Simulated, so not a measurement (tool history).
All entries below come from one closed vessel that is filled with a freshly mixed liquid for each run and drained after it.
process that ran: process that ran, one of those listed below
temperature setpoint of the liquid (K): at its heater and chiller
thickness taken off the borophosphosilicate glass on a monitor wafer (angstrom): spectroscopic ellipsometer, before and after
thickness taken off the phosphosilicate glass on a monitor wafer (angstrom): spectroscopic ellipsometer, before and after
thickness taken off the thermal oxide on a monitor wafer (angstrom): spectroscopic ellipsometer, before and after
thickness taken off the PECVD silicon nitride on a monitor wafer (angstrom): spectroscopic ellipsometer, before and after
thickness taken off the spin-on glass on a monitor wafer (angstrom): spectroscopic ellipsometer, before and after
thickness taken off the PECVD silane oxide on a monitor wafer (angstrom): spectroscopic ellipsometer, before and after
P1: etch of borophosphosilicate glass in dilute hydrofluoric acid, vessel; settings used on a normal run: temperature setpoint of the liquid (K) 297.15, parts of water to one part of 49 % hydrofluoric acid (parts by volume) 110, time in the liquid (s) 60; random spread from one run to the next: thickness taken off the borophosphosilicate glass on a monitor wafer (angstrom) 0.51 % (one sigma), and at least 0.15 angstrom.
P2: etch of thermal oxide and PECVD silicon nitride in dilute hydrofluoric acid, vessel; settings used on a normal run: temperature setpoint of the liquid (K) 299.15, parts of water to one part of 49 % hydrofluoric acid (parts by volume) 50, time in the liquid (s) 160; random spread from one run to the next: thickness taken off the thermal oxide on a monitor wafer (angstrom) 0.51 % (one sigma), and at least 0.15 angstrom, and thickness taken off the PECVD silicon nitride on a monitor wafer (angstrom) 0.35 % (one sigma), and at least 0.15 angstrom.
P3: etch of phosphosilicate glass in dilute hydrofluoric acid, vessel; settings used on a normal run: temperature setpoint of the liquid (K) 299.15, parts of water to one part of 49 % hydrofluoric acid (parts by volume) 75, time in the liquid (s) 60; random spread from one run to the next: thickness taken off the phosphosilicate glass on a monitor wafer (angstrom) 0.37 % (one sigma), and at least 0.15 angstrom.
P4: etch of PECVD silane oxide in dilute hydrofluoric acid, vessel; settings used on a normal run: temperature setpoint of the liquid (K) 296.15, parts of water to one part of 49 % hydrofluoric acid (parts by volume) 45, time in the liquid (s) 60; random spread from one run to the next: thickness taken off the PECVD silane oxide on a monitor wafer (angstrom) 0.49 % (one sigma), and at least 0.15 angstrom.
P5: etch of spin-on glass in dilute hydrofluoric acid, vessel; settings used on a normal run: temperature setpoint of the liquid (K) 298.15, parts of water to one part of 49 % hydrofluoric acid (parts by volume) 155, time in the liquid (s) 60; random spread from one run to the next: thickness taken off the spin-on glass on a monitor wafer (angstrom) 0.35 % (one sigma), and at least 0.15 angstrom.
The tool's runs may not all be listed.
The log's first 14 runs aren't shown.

run,hour,process that ran,temperature setpoint of the liquid (K),parts of water to one part of 49 % hydrofluoric acid (parts by volume),time in the liquid (s),hours since the thermometer was replaced,hours since the hydrofluoric acid flow meter was replaced,thickness taken off the borophosphosilicate glass on a monitor wafer (angstrom),thickness taken off the phosphosilicate glass on a monitor wafer (angstrom),thickness taken off the thermal oxide on a monitor wafer (angstrom),thickness taken off the PECVD silicon nitride on a monitor wafer (angstrom),thickness taken off the spin-on glass on a monitor wafer (angstrom),thickness taken off the PECVD silane oxide on a monitor wafer (angstrom)
15,62.4,P5,298.15,155,30,1483.4,324.2,,,,,121.13,
16,65.9,P4,296.15,45,105,1486.9,327.7,,,,,,901.79
17,68.7,P1,297.15,150,105,1489.7,330.5,337.96,,,,,
18,71.1,P1,290.15,110,60,1492.1,332.9,207.77,,,,,
19,75.4,P1,297.15,110,60,1496.4,337.2,276.11,,,,,
20,79.2,P2,299.15,50,160,1500.2,341.0,,,167.21,165.84,,
21,82.4,P3,299.15,75,60,1503.4,344.2,,1740.5,,,,
22,86.7,P5,298.15,155,60,1507.7,348.5,,,,,242.76,
23,92.2,P5,298.15,275,60,1513.2,354.0,,,,,119.75,
24,94.7,P5,298.15,155,60,1515.7,356.5,,,,,241.36,
25,99.5,P1,303.15,110,115,1520.5,361.3,669.62,,,,,
26,103.0,P2,299.15,50,300,1524.0,364.8,,,315.08,307.25,,
27,106.0,P4,292.15,45,60,1527.0,367.8,,,,,,435.74
28,108.8,P2,299.15,20,160,1529.8,370.6,,,433.86,402.24,,
29,111.8,P4,296.15,20,60,1532.8,373.6,,,,,,1209.70
30,116.3,P1,297.15,110,60,1537.3,378.1,277.88,,,,,
31,121.4,P3,299.15,75,95,1542.4,383.2,,2750.5,,,,
32,126.7,P4,296.15,45,60,1547.7,388.5,,,,,,518.76
33,130.3,P1,297.15,55,60,1551.3,392.1,598.00,,,,,
34,132.9,P1,297.15,110,60,1553.9,394.7,277.73,,,,,
35,137.8,P1,297.15,110,60,1558.8,399.6,268.35,,,,,
36,141.8,P1,297.15,110,60,1562.8,403.6,263.75,,,,,

Run 37 has not been measured yet. What should we expect?
37,145.4,P1,297.15,110,60,1566.4,407.2,?,,,,,

thickness taken off the borophosphosilicate glass on a monitor wafer (angstrom): 260.36
